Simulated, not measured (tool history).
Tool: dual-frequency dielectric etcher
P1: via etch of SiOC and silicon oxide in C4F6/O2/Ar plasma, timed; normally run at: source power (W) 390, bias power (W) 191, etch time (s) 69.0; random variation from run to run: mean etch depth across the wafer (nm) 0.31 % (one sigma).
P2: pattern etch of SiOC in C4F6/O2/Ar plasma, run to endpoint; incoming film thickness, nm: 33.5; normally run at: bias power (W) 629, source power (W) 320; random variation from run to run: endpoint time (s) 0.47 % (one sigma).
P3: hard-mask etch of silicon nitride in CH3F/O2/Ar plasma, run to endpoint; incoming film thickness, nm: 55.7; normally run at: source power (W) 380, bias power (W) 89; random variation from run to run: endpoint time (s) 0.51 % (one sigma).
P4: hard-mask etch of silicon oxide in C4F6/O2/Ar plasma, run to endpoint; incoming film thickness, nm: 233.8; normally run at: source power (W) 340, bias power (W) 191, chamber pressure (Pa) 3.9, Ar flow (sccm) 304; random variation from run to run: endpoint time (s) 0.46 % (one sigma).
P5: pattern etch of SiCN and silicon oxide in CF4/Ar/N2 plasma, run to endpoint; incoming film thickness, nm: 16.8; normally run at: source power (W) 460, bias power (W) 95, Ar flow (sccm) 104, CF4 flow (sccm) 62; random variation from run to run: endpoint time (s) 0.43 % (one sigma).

run   hour  process that ran  source power (W)  bias power (W)  etch time (s)  chamber pressure (Pa)  Ar flow (sccm)  CF4 flow (sccm)  mean etch depth across the wafer (nm)  endpoint time (s)
  1    8.2                P1               390             191           69.0                                                                                         76.027
  2   16.7                P2               320             881                                                                                                                           10.001
  3   25.1                P1               390             191           96.0                                                                                        105.230
  4   30.0                P1               390             191           69.0                                                                                         75.701
  5   34.5                P1               390             129           69.0                                                                                         66.949
  6   42.2                P2               320             629                                                                                                                           11.276
  7   50.5                P1               250             191           69.0                                                                                         63.778
  8   57.3                P1               320             191           95.5                                                                                         97.066
  9   63.7                P3               380             125                                                                                                                           66.504
 10   70.6                P1               390             236           83.5                                                                                         98.374
 11   79.5                P1               390             191           69.0                                                                                         75.928
 12   83.6                P1               390             191           69.0                                                                                         75.630
 13   91.6                P1               390             191           52.0                                                                                         57.057
 14  100.3                P4               340             117                                   3.9             304                                                                     88.369
 15  106.0                P3               220              89                                                                                                                           92.298
 16  114.4                P1               270             191           51.0                                                                                         48.984
 17  121.9                P5               590              95                                                   104               62                                                    14.474
 18  128.0                P3               380              89                                                                                                                           75.166
 19  136.2                P4               340             191                                   3.9             176                                                                     72.264
 20  142.9                P5               460              95                                                   104               62                                                    17.678
 21  149.8                P5               460              55                                                   104               62                                                    21.475
 22  155.9                P1               390             235           69.0                                                                                         81.052
 23  159.8                P2               320             629                                                                                                                           11.374
 24  164.5                P4               470             191                                   3.9             304                                                                     67.549
 25  169.9                P5               460              95                                                    62               62                                                    16.568
 26  174.3                P4               340             191                                   5.3             304                                                                     79.686
 27  179.1                P1               530             191           69.0                                                                                         85.099
 28  183.2                P5               460              95                                                   104               81                                                    17.083
 29  190.9                P4               340             191                                   3.9             304                                                                     76.639
 30  196.8                P2               190             629                                                                                                                           13.888
 31  201.5                P1               390             191           69.0                                                                                         75.712
 32  205.7                P1               390             191           69.0                                                                                         76.352
 33  212.0                P1               390             191           69.0                                                                                         76.182

The next listed run, before its measurement:
 34  216.2                P1               390             191           69.0                                                                                              ?

Run 34 gave mean etch depth across the wafer (nm) 76.884.
